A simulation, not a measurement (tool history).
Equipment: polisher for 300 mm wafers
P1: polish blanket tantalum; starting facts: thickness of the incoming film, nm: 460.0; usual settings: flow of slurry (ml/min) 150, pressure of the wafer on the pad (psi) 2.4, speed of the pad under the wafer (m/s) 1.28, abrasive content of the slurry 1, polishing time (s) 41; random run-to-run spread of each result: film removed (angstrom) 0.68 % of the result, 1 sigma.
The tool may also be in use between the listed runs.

run   hour  flow of slurry (ml/min)  pressure of the wafer on the pad (psi)  speed of the pad under the wafer (m/s)  abrasive content of the slurry  polishing time (s)  wafers polished on this pad  hours since the slurry nozzle was cleaned  hours since the head pressure was calibrated  hours since the slurry blender was calibrated  film removed (angstrom)
  1    4.4                      150                                     2.4                                    1.28                               1                  41                          340                                      228.1                                         142.4                                           45.4                   879.77
  2   10.7                       95                                     2.4                                    1.28                               1                  41                          424                                      234.4                                         148.7                                           51.7                   798.37
  3   14.7                      150                                     2.4                                    1.82                               1                  41                          477                                      238.4                                         152.7                                           55.7                   1253.6
  4     23                      150                                     2.4                                    1.28                               1                  41                          588                                      246.7                                           161                                             64                   889.56
      27.9  -- head pressure recalibrated
  5   29.9                      150                                     2.4                                    0.86                               1                  41                          680                                      253.6                                           2.1                                           70.9                      600
  6   37.5                      150                                     2.4                                    1.28                               1                  41                          781                                      261.2                                           9.7                                           78.5                   893.73
  7   44.7                      150                                     1.5                                    1.28                               1                  41                          877                                      268.4                                          16.9                                           85.7                   554.81
  8   49.3                      225                                     2.4                                    1.28                               1                  41                          938                                        273                                          21.5                                           90.3                   941.98
  9   53.2                      150                                     2.4                                    1.28                               1                  63                          990                                      276.9                                          25.4                                           94.2                   1369.4
 10     61                      150                                     2.4                                    1.28                               1                  41                         1094                                      284.7                                          33.2                                            102                   895.61
 11   68.3                      150                                     1.4                                     1.6                               1                  41                         1191                                        292                                          40.5                                          109.3                   642.48
 12   74.3                      150                                     2.4                                    1.28                             0.5                  41                         1271                                        298                                          46.5                                          115.3                   696.52
 13   81.9                      150                                     2.4                                    1.28                               1                  41                         1372                                      305.6                                          54.1                                          122.9                   889.23
 14   86.7                       95                                     2.4                                    1.86                               1                  41                         1436                                      310.4                                          58.9                                          127.7                   1168.2
      91.8  -- slurry blender recalibrated
 15   92.6                      150                                     2.4                                    1.28                            1.35                  41                         1514                                      316.3                                          64.8                                            0.9                   974.14
 16  100.7                      150                                     2.4                                    1.28                               1                  27                         1622                                      324.4                                          72.9                                              9                   585.22
 17  108.4                      150                                     3.4                                    1.28                               1                  41                         1725                                      332.1                                          80.6                                           16.7                   1251.6

What does the tool deliver on the next run?
 18  116.6                      150                                     2.4                                    1.28                               1                  41                         1834                                      340.3                                          88.8                                           24.9                        ?

film removed (angstrom): 889.56
